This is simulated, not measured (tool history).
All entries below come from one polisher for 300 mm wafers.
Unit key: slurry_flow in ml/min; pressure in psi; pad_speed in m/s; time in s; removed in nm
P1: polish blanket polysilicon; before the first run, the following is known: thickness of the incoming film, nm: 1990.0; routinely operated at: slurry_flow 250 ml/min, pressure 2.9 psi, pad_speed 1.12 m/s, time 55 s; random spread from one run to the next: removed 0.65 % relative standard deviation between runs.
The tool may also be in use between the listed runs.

run	hour	slurry_flow	pressure	pad_speed	time	wafers polished on this pad	hours since the slurry nozzle was cleaned	hours since the head pressure was calibrated	removed
1	6.5	250	2.9	1.12	55	364	549.4	184.8	583.37
2	11.8	250	2.9	1.12	77	414	554.7	190.1	817.56
3	17.4	250	2.9	0.5	55	467	560.3	195.7	261.18
4	22.4	250	2.9	1.12	55	515	565.3	200.7	577.05
5	28.9	250	4.6	1.12	55	577	571.8	207.2	927.08
6	32.3	150	2.9	1.12	55	609	575.2	210.6	547.74
7	37.9	250	2.9	1.12	55	663	580.8	216.2	583.13
8	41.6	250	1.5	1.12	55	698	584.5	219.9	300.48
9	48.1	250	2.9	1.56	55	760	591	226.4	809.68
10	52.9	250	2.9	1.12	55	805	595.8	231.2	581.21
11	58.1	370	2.9	1.12	55	855	601	236.4	599.31
12	62.4	250	2.9	0.84	67	896	605.3	240.7	532.43
13	66.5	250	2.9	1.12	32	935	609.4	244.8	343.68
14	71.8	250	2.9	1.12	55	985	614.7	250.1	577.72
15	77.6	250	2.9	1.12	55	1041	620.5	255.9	589.86
16	81.9	250	2.9	1.12	55	1081	624.8	260.2	571.66
17	87.6	250	2.9	1.12	55	1136	630.5	265.9	560.03
18	90.5	250	2.9	1.12	55	1163	633.4	268.8	563.27
19	94.4	250	2.9	1.12	55	1200	637.3	272.7	555.14
20	99.9	250	2.9	1.12	55	1253	642.8	278.2	556.06

Run 21 is up next; what results do you expect?
21	105.2	250	2.9	1.12	55	1303	648.1	283.5	?

{"run 21": {"removed": 547.38}}
